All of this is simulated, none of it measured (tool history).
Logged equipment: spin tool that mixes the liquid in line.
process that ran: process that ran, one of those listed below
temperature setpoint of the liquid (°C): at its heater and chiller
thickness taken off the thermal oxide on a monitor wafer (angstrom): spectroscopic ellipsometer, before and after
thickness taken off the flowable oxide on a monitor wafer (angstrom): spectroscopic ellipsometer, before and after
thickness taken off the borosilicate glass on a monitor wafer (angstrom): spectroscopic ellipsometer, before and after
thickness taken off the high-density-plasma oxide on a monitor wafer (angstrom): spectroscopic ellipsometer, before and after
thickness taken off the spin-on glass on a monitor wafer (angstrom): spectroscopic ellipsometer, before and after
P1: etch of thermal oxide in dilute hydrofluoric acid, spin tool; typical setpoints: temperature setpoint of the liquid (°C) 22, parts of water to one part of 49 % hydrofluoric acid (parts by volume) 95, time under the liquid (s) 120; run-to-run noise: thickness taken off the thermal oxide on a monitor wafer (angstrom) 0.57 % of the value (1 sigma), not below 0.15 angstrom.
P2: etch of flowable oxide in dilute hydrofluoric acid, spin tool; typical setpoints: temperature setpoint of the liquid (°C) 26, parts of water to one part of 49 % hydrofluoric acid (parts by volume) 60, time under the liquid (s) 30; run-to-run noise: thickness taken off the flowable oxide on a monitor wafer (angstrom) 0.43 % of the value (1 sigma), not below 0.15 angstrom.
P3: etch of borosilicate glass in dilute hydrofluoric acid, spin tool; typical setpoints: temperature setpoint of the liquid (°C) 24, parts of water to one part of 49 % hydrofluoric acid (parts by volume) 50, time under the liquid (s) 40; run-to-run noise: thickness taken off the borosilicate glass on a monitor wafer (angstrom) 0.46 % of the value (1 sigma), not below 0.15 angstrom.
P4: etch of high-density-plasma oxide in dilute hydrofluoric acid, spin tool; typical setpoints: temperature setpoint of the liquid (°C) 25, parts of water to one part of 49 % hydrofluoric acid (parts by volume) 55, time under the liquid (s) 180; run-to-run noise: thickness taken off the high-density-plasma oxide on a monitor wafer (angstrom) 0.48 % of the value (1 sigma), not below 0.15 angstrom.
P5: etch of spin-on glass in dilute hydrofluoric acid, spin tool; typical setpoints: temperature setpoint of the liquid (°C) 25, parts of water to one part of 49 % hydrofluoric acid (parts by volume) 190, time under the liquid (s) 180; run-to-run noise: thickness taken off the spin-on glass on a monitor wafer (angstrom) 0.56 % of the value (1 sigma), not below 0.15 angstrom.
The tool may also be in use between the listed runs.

| run | hour | process that ran | temperature setpoint of the liquid (°C) | parts of water to one part of 49 % hydrofluoric acid (parts by volume) | time under the liquid (s) | thickness taken off the thermal oxide on a monitor wafer (angstrom) | thickness taken off the flowable oxide on a monitor wafer (angstrom) | thickness taken off the borosilicate glass on a monitor wafer (angstrom) | thickness taken off the high-density-plasma oxide on a monitor wafer (angstrom) | thickness taken off the spin-on glass on a monitor wafer (angstrom) |
|---|---|---|---|---|---|---|---|---|---|---|
| 1 | 8.9 | P1 | 22 | 95 | 120 | 54.124 |  |  |  |  |
| 2 | 21.7 | P2 | 26 | 60 | 30 |  | 280.25 |  |  |  |
| 3 | 28 | P3 | 24 | 90 | 40 |  |  | 133.97 |  |  |
| 4 | 36.7 | P3 | 24 | 50 | 75 |  |  | 476.89 |  |  |
| 5 | 44.4 | P1 | 22 | 95 | 20 | 8.9866 |  |  |  |  |
| 6 | 54.7 | P3 | 24 | 50 | 40 |  |  | 251.22 |  |  |
| 7 | 65.9 | P1 | 22 | 95 | 230 | 103.77 |  |  |  |  |
|  | 69 | thermometer replaced |
| 8 | 76.4 | P4 | 25 | 55 | 180 |  |  |  | 210.98 |  |
| 9 | 85.1 | P1 | 22 | 95 | 120 | 54.053 |  |  |  |  |
| 10 | 98.7 | P4 | 25 | 20 | 180 |  |  |  | 609.03 |  |
| 11 | 111.3 | P1 | 22 | 145 | 55 | 15.091 |  |  |  |  |
| 12 | 118.6 | P5 | 32.5 | 190 | 180 |  |  |  |  | 536.01 |
| 13 | 131 | P1 | 22 | 95 | 120 | 53.509 |  |  |  |  |
| 14 | 143 | P5 | 25 | 335 | 180 |  |  |  |  | 198.54 |
| 15 | 150 | P1 | 22 | 95 | 120 | 53.979 |  |  |  |  |
| 16 | 159.3 | P5 | 25 | 190 | 180 |  |  |  |  | 403.89 |
| 17 | 172.1 | P3 | 17 | 50 | 40 |  |  | 187.94 |  |  |
| 18 | 180.9 | P1 | 27.5 | 95 | 120 | 66.595 |  |  |  |  |
| 19 | 192.5 | P4 | 33 | 55 | 180 |  |  |  | 287.74 |  |
| 20 | 204.1 | P2 | 26 | 60 | 60 |  | 556.64 |  |  |  |
| 21 | 211 | P5 | 25 | 190 | 15 |  |  |  |  | 34.054 |
| 22 | 218.6 | P1 | 17 | 95 | 120 | 43.815 |  |  |  |  |
| 23 | 225.3 | P1 | 22 | 95 | 120 | 54.074 |  |  |  |  |
| 24 | 232.6 | P2 | 22 | 60 | 30 |  | 234.8 |  |  |  |
| 25 | 239 | P1 | 22 | 95 | 120 | 53.681 |  |  |  |  |
| 26 | 250.8 | P1 | 22 | 170 | 120 | 27.369 |  |  |  |  |
| 27 | 264.1 | P2 | 26 | 90 | 30 |  | 177.34 |  |  |  |
| 28 | 270.3 | P4 | 25 | 55 | 350 |  |  |  | 412.08 |  |
| 29 | 276.9 | P1 | 22 | 95 | 120 | 54.14 |  |  |  |  |
| 30 | 287.9 | P2 | 26 | 60 | 30 |  | 277.66 |  |  |  |
| 31 | 296.5 | P1 | 22 | 20 | 120 | 282.85 |  |  |  |  |
| 32 | 303.9 | P3 | 24 | 50 | 40 |  |  | 254.23 |  |  |
| 33 | 311 | P1 | 22 | 95 | 120 | 54.004 |  |  |  |  |
| 34 | 323.9 | P1 | 22 | 95 | 120 | 55.784 |  |  |  |  |
| 35 | 333.3 | P1 | 22 | 95 | 120 | 57.043 |  |  |  |  |
| 36 | 340.6 | P1 | 22 | 95 | 120 | 57.592 |  |  |  |  |
| 37 | 354.4 | P1 | 22 | 95 | 120 | 57.963 |  |  |  |  |
| 38 | 367.4 | P1 | 22 | 95 | 120 | 58.195 |  |  |  |  |
| 39 | 380.9 | P1 | 22 | 95 | 120 | 58.133 |  |  |  |  |
| 40 | 389.7 | P1 | 22 | 95 | 120 | 58.735 |  |  |  |  |
| 41 | 403.3 | P1 | 22 | 95 | 120 | 58.648 |  |  |  |  |
| 42 | 411.7 | P1 | 22 | 95 | 120 | 58.303 |  |  |  |  |
| 43 | 423.9 | P1 | 22 | 95 | 120 | 58.732 |  |  |  |  |

Something has made what P1 gives creep away from where it was; the 2 causes below, each at its own stated size, fit the log equally well:
A: hydrofluoric acid flow above the setpoint (%) = 7.92
B: liquid hotter than its thermometer reads (K) = 2.11
The drift started at roughly hour 311.

Consider the 4 check runs below, whose results appear as question marks and each of which averages 2 wafers. Which one distinguishes the causes, in that each cause would give it a clearly different result?
| check 1 | 436.1 | P5 | 31 | 305 | 180 |  |  |  |  | ? |
| check 2 | 436.1 | P3 | 18 | 85 | 40 |  |  | ? |  |  |
| check 3 | 436.1 | P4 | 25 | 30 | 315 |  |  |  | ? |  |
| check 4 | 436.1 | P2 | 22.5 | 60 | 60 |  | ? |  |  |  |

Predicted outcomes, by check and by cause:
| check | result | if A | if B |
|---|---|---|---|
| check 1 | thickness taken off the spin-on glass on a monitor wafer (angstrom) | 303.49 | 292.91 |
| check 2 | thickness taken off the borosilicate glass on a monitor wafer (angstrom) | 120.9 | 121.52 |
| check 3 | thickness taken off the high-density-plasma oxide on a monitor wafer (angstrom) | 758.03 | 763.92 |
| check 4 | thickness taken off the flowable oxide on a monitor wafer (angstrom) | 523.78 | 526.27 |
Distance between the nearest two causes, measured in the result of the check that separates them most: check 1 3.55 %; check 2 0.52 %; check 3 0.77 %; check 4 0.47 %
Check 1 tells the causes apart: in the others they would give nearly the same result.

After running check 1, the following was obtained: thickness taken off the spin-on glass on a monitor wafer (angstrom) 302.29. Which cause does this point to?

A is the cause: hydrofluoric acid flow above the setpoint (%).
